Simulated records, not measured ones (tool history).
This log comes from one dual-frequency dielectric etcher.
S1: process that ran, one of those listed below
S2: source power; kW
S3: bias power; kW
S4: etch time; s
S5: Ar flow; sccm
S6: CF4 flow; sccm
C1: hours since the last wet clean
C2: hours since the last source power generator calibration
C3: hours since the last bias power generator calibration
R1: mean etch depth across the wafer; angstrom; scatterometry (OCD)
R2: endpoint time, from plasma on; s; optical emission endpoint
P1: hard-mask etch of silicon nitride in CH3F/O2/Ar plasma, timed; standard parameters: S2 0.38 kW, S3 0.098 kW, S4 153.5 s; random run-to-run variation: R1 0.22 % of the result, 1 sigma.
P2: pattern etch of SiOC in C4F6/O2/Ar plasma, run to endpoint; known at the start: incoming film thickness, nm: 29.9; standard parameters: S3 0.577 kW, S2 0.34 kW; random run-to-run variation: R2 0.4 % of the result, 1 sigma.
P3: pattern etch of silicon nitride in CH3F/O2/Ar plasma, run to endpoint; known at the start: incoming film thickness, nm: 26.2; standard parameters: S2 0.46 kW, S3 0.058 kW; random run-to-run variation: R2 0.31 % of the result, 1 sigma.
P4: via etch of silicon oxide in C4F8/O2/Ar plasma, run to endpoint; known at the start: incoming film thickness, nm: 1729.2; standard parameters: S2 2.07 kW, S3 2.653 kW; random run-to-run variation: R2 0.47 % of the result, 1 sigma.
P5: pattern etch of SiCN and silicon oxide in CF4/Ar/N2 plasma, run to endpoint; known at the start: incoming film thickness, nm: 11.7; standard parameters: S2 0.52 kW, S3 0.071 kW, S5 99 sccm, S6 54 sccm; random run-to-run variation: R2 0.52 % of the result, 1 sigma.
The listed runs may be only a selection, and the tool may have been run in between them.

run 1 day=0.3 | S1=P1 S2=0.38 S3=0.098 S4=153.5 | C1=107.2 C2=1157 C3=2729.4 | R1=1182.3
run 2 day=0.792 | S1=P1 S2=0.38 S3=0.098 S4=153.5 | C1=119 C2=1168.8 C3=2741.2 | R1=1185.7
run 3 day=1.321 | S1=P5 S2=0.52 S3=0.071 S5=99 S6=65 | C1=131.7 C2=1181.5 C3=2753.9 | R2=12.488
run 4 day=1.842 | S1=P4 S2=1.39 S3=2.653 | C1=144.2 C2=1194 C3=2766.4 | R2=343.11
run 5 day=2.154 | S1=P2 S2=0.34 S3=0.577 | C1=151.7 C2=1201.5 C3=2773.9 | R2=10.01
run 6 day=2.542 | S1=P1 S2=0.38 S3=0.066 S4=201.5 | C1=161 C2=1210.8 C3=2783.2 | R1=1350.2
run 7 day=2.988 | S1=P5 S2=0.52 S3=0.071 S5=99 S6=54 | C1=171.7 C2=1221.5 C3=2793.9 | R2=12.783
run 8 day=3.521 | S1=P5 S2=0.71 S3=0.071 S5=99 S6=54 | C1=184.5 C2=1234.3 C3=2806.7 | R2=9.7552
run 9 day=3.925 | S1=P1 S2=0.38 S3=0.098 S4=153.5 | C1=194.2 C2=1244 C3=2816.4 | R1=1180.4
run 10 day=4.417 | S1=P1 S2=0.3 S3=0.098 S4=113 | C1=206 C2=1255.8 C3=2828.2 | R1=799.48
run 11 day=4.912 | S1=P1 S2=0.38 S3=0.098 S4=153.5 | C1=217.9 C2=1267.7 C3=2840.1 | R1=1184.1
run 12 day=5.217 | S1=P4 S2=2.07 S3=1.699 | C1=225.2 C2=1275 C3=2847.4 | R2=334.6
run 13 day=5.729 | S1=P4 S2=2.07 S3=2.653 | C1=237.5 C2=1287.3 C3=2859.7 | R2=293.94
run 14 day=6.079 | S1=P3 S2=0.65 S3=0.058 | C1=245.9 C2=1295.7 C3=2868.1 | R2=33.991
run 15 day=6.408 | S1=P1 S2=0.38 S3=0.06 S4=153.5 | C1=253.8 C2=1303.6 C3=2876 | R1=996.03
run 16 day=6.875 | S1=P5 S2=0.52 S3=0.071 S5=77 S6=54 | C1=265 C2=1314.8 C3=2887.2 | R2=12.372
run 17 day=7.329 | S1=P1 S2=0.38 S3=0.098 S4=107 | C1=275.9 C2=1325.7 C3=2898.1 | R1=824.77
run 18 day=7.712 | S1=P1 S2=0.54 S3=0.098 S4=153.5 | C1=285.1 C2=1334.9 C3=2907.3 | R1=1348.5
run 19 day=8.054 | S1=P1 S2=0.38 S3=0.098 S4=153.5 | C1=293.3 C2=1343.1 C3=2915.5 | R1=1183.7
run 20 day=8.496 | S1=P2 S2=0.43 S3=0.577 | C1=303.9 C2=1353.7 C3=2926.1 | R2=9.2213
run 21 day=8.754 | S1=P2 S2=0.34 S3=0.577 | C1=310.1 C2=1359.9 C3=2932.3 | R2=10.01
run 22 day=9.25 | S1=P5 S2=0.52 S3=0.1 S5=99 S6=54 | C1=322 C2=1371.8 C3=2944.2 | R2=11.338
run 23 day=9.65 | S1=P5 S2=0.52 S3=0.071 S5=99 S6=54 | C1=331.6 C2=1381.4 C3=2953.8 | R2=12.847
run 24 day=10.038 | S1=P3 S2=0.46 S3=0.058 | C1=340.9 C2=1390.7 C3=2963.1 | R2=38.531
run 25 day=10.383 | S1=P1 S2=0.38 S3=0.098 S4=193 | C1=349.2 C2=1399 C3=2971.4 | R1=1485.1
run 26 day=10.771 | S1=P1 S2=0.3 S3=0.098 S4=153.5 | C1=358.5 C2=1408.3 C3=2980.7 | R1=1082.1
run 27 day=11.092 | S1=P1 S2=0.54 S3=0.115 S4=153.5 | C1=366.2 C2=1416 C3=2988.4 | R1=1431.3
run 28 day=11.546 | S1=P1 S2=0.38 S3=0.138 S4=153.5 | C1=377.1 C2=1426.9 C3=2999.3 | R1=1348.5
run 29 day=12.021 | S1=P2 S2=0.34 S3=0.813 | C1=388.5 C2=1438.3 C3=3010.7 | R2=8.7597
run 30 day=12.367 | S1=P1 S2=0.38 S3=0.098 S4=153.5 | C1=396.8 C2=1446.6 C3=3019 | R1=1183.3
run 31 day=12.8 | S1=P3 S2=0.46 S3=0.044 | C1=407.2 C2=1457 C3=3029.4 | R2=42.355
run 32 day=13.25 | S1=P1 S2=0.38 S3=0.098 S4=153.5 | C1=418 C2=1467.8 C3=3040.2 | R1=1185.5
run 33 day=13.5 | S1=P1 S2=0.38 S3=0.098 S4=153.5 | C1=424 C2=1473.8 C3=3046.2 | R1=1175.8
run 34 day=13.862 | S1=P1 S2=0.38 S3=0.098 S4=153.5 | C1=432.7 C2=1482.5 C3=3054.9 | R1=1169.9
run 35 day=14.379 | S1=P1 S2=0.38 S3=0.098 S4=153.5 | C1=445.1 C2=1494.9 C3=3067.3 | R1=1167.4
-- day=14.696 wet clean of the chamber
run 36 day=14.8 | S1=P1 S2=0.38 S3=0.098 S4=153.5 | C1=2.6 C2=1505 C3=3077.4 | R1=1164
run 37 day=15.183 | S1=P1 S2=0.38 S3=0.098 S4=153.5 | C1=11.8 C2=1514.2 C3=3086.6 | R1=1161.1
run 38 day=15.483 | S1=P1 S2=0.38 S3=0.098 S4=153.5 | C1=19 C2=1521.4 C3=3093.8 | R1=1159
run 39 day=15.762 | S1=P1 S2=0.38 S3=0.098 S4=153.5 | C1=25.7 C2=1528.1 C3=3100.5 | R1=1163.4

P1 no longer gives what it gave before; its output has crept away from where it was. The following 2 causes, each at its listed size, fit the log equally well:
A: bias power that arrives under what is set, % = 4.62
B: source power that arrives under what is set, % = 4.54
The drift started at roughly day 13.25.
All other causes, with the reason each is excluded:
chamber walls in a state that lowers the etch rate, %: serviced at day 14.696, which brought nothing back

Of the 4 check runs below, each run on 3 wafers with the results averaged and each result still a question mark, which one would tell the listed causes apart?
run check 1 day=16.042 | S1=P5 S2=0.52 S3=0.097 S5=99 S6=54 | R2=?
run check 2 day=16.042 | S1=P3 S2=0.46 S3=0.046 | R2=?
run check 3 day=16.042 | S1=P4 S2=1.7 S3=2.088 | R2=?
run check 4 day=16.042 | S1=P2 S2=0.42 S3=0.717 | R2=?

What each check would give under each cause:
check=check_1 result=R2 if_A=11.68 if_B=11.954
check=check_2 result=R2 if_A=42.296 if_B=42.47
check=check_3 result=R2 if_A=344.55 if_B=346.17
check=check_4 result=R2 if_A=8.665 if_B=8.6516
Minimum pairwise separation of causes per check, each pair taken at its best-separating result: check 1 2.32 %; check 2 0.41 %; check 3 0.47 %; check 4 0.15 %
Check 1 is the one run that separates the causes; every other check would come out nearly the same whichever cause is at work.

The results of check 1 are: R2 11.973 s. Based on these, which of the listed causes is it?

The correct cause is B, namely: source power that arrives under what is set, %.
